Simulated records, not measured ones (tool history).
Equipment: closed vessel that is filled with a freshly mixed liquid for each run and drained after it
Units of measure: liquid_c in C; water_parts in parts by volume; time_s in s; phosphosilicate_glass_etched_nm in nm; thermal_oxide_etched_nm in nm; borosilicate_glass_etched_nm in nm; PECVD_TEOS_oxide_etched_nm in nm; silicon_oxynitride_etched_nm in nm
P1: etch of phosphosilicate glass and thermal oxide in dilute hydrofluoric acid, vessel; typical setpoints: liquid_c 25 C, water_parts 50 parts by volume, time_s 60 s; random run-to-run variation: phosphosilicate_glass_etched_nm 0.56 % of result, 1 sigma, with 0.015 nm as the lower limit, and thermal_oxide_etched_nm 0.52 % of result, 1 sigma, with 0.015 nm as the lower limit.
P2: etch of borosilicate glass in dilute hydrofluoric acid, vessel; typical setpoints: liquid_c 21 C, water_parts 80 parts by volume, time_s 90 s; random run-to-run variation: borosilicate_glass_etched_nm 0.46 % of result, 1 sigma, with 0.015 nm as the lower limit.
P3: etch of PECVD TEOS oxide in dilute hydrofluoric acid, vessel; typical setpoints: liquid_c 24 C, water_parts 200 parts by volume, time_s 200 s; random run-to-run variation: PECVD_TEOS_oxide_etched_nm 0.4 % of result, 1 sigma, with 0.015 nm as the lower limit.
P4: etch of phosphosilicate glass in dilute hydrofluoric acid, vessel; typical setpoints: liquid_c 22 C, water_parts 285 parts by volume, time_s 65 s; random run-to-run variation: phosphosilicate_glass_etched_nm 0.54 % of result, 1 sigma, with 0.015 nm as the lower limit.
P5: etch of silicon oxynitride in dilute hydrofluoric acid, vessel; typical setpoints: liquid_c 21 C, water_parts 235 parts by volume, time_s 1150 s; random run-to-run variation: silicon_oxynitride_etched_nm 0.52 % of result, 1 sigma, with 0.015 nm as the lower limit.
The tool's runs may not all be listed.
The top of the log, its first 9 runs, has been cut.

run,hour,process,liquid_c,water_parts,time_s,phosphosilicate_glass_etched_nm,thermal_oxide_etched_nm,borosilicate_glass_etched_nm,PECVD_TEOS_oxide_etched_nm,silicon_oxynitride_etched_nm
10,50.1,P1,25,50,30,81.4070,3.1518,,,
11,56.3,P5,21,235,1150,,,,,18.8510
12,62.1,P2,21,80,165,,,43.652,,
13,67.8,P4,22,90,65,66.8630,,,,
14,71.2,P1,25,80,60,97.8220,3.7672,,,
15,76.6,P1,25,50,60,162.3100,6.3373,,,
16,80.1,P1,18,50,60,120.8700,4.7416,,,
17,85.0,P5,21,235,385,,,,,6.3157
# hour 90.8: thermometer replaced
18,92.6,P3,32,200,200,,,,10.5740,
19,99.4,P5,17,235,1150,,,,,15.6320

Forecast run 20:
20,103.7,P1,32,50,60,?,?,,,

{"run 20": {"phosphosilicate_glass_etched_nm": 211.65, "thermal_oxide_etched_nm": 8.3519}}
